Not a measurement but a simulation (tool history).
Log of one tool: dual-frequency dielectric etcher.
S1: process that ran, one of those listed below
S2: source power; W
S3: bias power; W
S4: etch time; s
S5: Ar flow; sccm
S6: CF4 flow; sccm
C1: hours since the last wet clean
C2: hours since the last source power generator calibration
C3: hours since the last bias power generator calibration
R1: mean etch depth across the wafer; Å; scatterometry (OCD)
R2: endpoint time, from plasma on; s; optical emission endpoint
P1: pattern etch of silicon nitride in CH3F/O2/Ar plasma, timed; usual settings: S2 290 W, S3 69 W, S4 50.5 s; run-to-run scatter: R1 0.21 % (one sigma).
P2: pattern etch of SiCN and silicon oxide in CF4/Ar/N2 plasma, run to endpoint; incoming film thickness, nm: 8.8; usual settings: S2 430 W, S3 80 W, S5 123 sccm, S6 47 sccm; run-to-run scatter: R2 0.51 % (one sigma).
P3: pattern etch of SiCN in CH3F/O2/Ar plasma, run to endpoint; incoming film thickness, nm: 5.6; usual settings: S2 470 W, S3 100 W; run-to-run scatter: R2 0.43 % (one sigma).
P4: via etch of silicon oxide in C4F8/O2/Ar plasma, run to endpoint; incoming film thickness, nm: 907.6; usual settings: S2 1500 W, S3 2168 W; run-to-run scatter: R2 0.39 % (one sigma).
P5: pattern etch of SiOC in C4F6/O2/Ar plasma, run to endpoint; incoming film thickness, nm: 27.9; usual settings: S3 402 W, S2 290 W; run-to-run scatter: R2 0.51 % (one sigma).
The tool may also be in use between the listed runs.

Run 1, day 0.238: S1 P1, S2 290 W, S3 69 W, S4 50.5 s; C1 181.6; C2 1409.1; C3 3325.6. Result: R1 305.47 Å.
Run 2, day 0.442: S1 P1, S2 290 W, S3 69 W, S4 50.5 s; C1 186.5; C2 1414; C3 3330.5. Result: R1 304.56 Å.
Run 3, day 0.688: S1 P1, S2 290 W, S3 94 W, S4 50.5 s; C1 192.4; C2 1419.9; C3 3336.4. Result: R1 340.34 Å.
Run 4, day 0.904: S1 P1, S2 290 W, S3 69 W, S4 34 s; C1 197.6; C2 1425.1; C3 3341.6. Result: R1 205.73 Å.
At day 0.933: bias power generator calibrated.
Run 5, day 1.212: S1 P1, S2 390 W, S3 69 W, S4 50.5 s; C1 205; C2 1432.5; C3 6.7. Result: R1 341.83 Å.
Run 6, day 1.429: S1 P2, S2 430 W, S3 80 W, S5 123 sccm, S6 60 sccm; C1 210.2; C2 1437.7; C3 11.9. Result: R2 10.866 s.
Run 7, day 1.638: S1 P1, S2 290 W, S3 69 W, S4 70.5 s; C1 215.2; C2 1442.7; C3 16.9. Result: R1 426.17 Å.
Run 8, day 1.908: S1 P4, S2 1500 W, S3 2168 W; C1 221.7; C2 1449.2; C3 23.4. Result: R2 196.85 s.
Run 9, day 2.158: S1 P3, S2 470 W, S3 140 W; C1 227.7; C2 1455.2; C3 29.4. Result: R2 11.301 s.
Run 10, day 2.446: S1 P3, S2 470 W, S3 100 W; C1 234.6; C2 1462.1; C3 36.3. Result: R2 12.817 s.
Run 11, day 2.604: S1 P1, S2 290 W, S3 44 W, S4 50.5 s; C1 238.4; C2 1465.9; C3 40.1. Result: R1 262.57 Å.
Run 12, day 2.779: S1 P1, S2 290 W, S3 69 W, S4 50.5 s; C1 242.6; C2 1470.1; C3 44.3. Result: R1 304.61 Å.
Run 13, day 3.021: S1 P2, S2 430 W, S3 80 W, S5 123 sccm, S6 47 sccm; C1 248.4; C2 1475.9; C3 50.1. Result: R2 11.293 s.
Run 14, day 3.258: S1 P5, S2 290 W, S3 402 W; C1 254.1; C2 1481.6; C3 55.8. Result: R2 11.748 s.
Run 15, day 3.546: S1 P1, S2 290 W, S3 69 W, S4 50.5 s; C1 261; C2 1488.5; C3 62.7. Result: R1 304.39 Å.
Run 16, day 3.854: S1 P5, S2 290 W, S3 255 W; C1 268.4; C2 1495.9; C3 70.1. Result: R2 13.938 s.
Run 17, day 4.121: S1 P5, S2 200 W, S3 402 W; C1 274.8; C2 1502.3; C3 76.5. Result: R2 13.564 s.
Run 18, day 4.404: S1 P4, S2 2110 W, S3 2168 W; C1 281.6; C2 1509.1; C3 83.3. Result: R2 173.79 s.
Run 19, day 4.617: S1 P1, S2 230 W, S3 69 W, S4 50.5 s; C1 286.7; C2 1514.2; C3 88.4. Result: R1 278.87 Å.
Run 20, day 4.829: S1 P2, S2 430 W, S3 80 W, S5 173 sccm, S6 47 sccm; C1 291.8; C2 1519.3; C3 93.5. Result: R2 11.912 s.
Run 21, day 5.121: S1 P1, S2 290 W, S3 69 W, S4 50.5 s; C1 298.8; C2 1526.3; C3 100.5. Result: R1 304.16 Å.
Run 22, day 5.454: S1 P1, S2 230 W, S3 46 W, S4 50.5 s; C1 306.8; C2 1534.3; C3 108.5. Result: R1 243.32 Å.
Run 23, day 5.696: S1 P2, S2 430 W, S3 65 W, S5 123 sccm, S6 47 sccm; C1 312.6; C2 1540.1; C3 114.3. Result: R2 12.209 s.
Run 24, day 5.988: S1 P4, S2 1500 W, S3 3006 W; C1 319.6; C2 1547.1; C3 121.3. Result: R2 179.04 s.
Run 25, day 6.158: S1 P2, S2 430 W, S3 80 W, S5 123 sccm, S6 47 sccm; C1 323.7; C2 1551.2; C3 125.4. Result: R2 11.284 s.
Run 26, day 6.488: S1 P2, S2 530 W, S3 80 W, S5 123 sccm, S6 47 sccm; C1 331.6; C2 1559.1; C3 133.3. Result: R2 9.4782 s.
Run 27, day 6.738: S1 P3, S2 660 W, S3 100 W; C1 337.6; C2 1565.1; C3 139.3. Result: R2 11.283 s.
Run 28, day 7.062: S1 P1, S2 290 W, S3 69 W, S4 50.5 s; C1 345.4; C2 1572.9; C3 147.1. Result: R1 305.74 Å.
Run 29, day 7.288: S1 P1, S2 290 W, S3 69 W, S4 50.5 s; C1 350.8; C2 1578.3; C3 152.5. Result: R1 303.34 Å.
Run 30, day 7.479: S1 P1, S2 290 W, S3 69 W, S4 50.5 s; C1 355.4; C2 1582.9; C3 157.1. Result: R1 302.99 Å.
Run 31, day 7.804: S1 P1, S2 290 W, S3 69 W, S4 50.5 s; C1 363.2; C2 1590.7; C3 164.9. Result: R1 301.44 Å.
Run 32, day 8.062: S1 P1, S2 290 W, S3 69 W, S4 50.5 s; C1 369.4; C2 1596.9; C3 171.1. Result: R1 301.71 Å.
Run 33, day 8.362: S1 P1, S2 290 W, S3 69 W, S4 50.5 s; C1 376.6; C2 1604.1; C3 178.3. Result: R1 299.76 Å.
Run 34, day 8.679: S1 P1, S2 290 W, S3 69 W, S4 50.5 s; C1 384.2; C2 1611.7; C3 185.9. Result: R1 300 Å.
At day 8.9: wet clean of the chamber.
Run 35, day 8.925: S1 P1, S2 290 W, S3 69 W, S4 50.5 s; C1 0.6; C2 1617.6; C3 191.8. Result: R1 299.04 Å.
Run 36, day 9.221: S1 P1, S2 290 W, S3 69 W, S4 50.5 s; C1 7.7; C2 1624.7; C3 198.9. Result: R1 299.49 Å.
Run 37, day 9.55: S1 P1, S2 290 W, S3 69 W, S4 50.5 s; C1 15.6; C2 1632.6; C3 206.8. Result: R1 300.05 Å.
Run 38, day 9.796: S1 P1, S2 290 W, S3 69 W, S4 50.5 s; C1 21.5; C2 1638.5; C3 212.7. Result: R1 300.13 Å.
Run 39, day 10.033: S1 P1, S2 290 W, S3 69 W, S4 50.5 s; C1 27.2; C2 1644.2; C3 218.4. Result: R1 298.81 Å.

What P1 gives has crept away from where it was. These 2 causes fit the log equally well, each at the size given:
A: source power that arrives under what is set, % = 4.49
B: bias power that arrives under what is set, % = 4.88
The creep began at about day 7.062.
Why every other cause is out:
chamber walls in a state that lowers the etch rate, %: serviced at day 8.9, which brought nothing back

4 check runs are offered, each on 3 wafers whose results are averaged, their results left as question marks. Which one tells the causes apart?
Run check 1, day 10.271: S1 P2, S2 430 W, S3 80 W, S5 123 sccm, S6 58 sccm. Result: R2 ?.
Run check 2, day 10.271: S1 P3, S2 650 W, S3 115 W. Result: R2 ?.
Run check 3, day 10.271: S1 P4, S2 1500 W, S3 2926 W. Result: R2 ?.
Run check 4, day 10.271: S1 P5, S2 210 W, S3 293 W. Result: R2 ?.

What each check would give under each cause:
  check  result    if A    if B
check 1      R2  11.374  11.129
check 2      R2  11.015  11.034
check 3      R2  183.56  183.17
check 4      R2  15.169  15.177
How far apart the two closest causes lie, in the result that separates them most: check 1 2.18 %; check 2 0.17 %; check 3 0.21 %; check 4 0.06 %
Check 1 tells the causes apart: in the others they would give nearly the same result.

Then check 1 was run and gave: R2 11.311 s. Which cause is it?

It is A: source power that arrives under what is set, %.

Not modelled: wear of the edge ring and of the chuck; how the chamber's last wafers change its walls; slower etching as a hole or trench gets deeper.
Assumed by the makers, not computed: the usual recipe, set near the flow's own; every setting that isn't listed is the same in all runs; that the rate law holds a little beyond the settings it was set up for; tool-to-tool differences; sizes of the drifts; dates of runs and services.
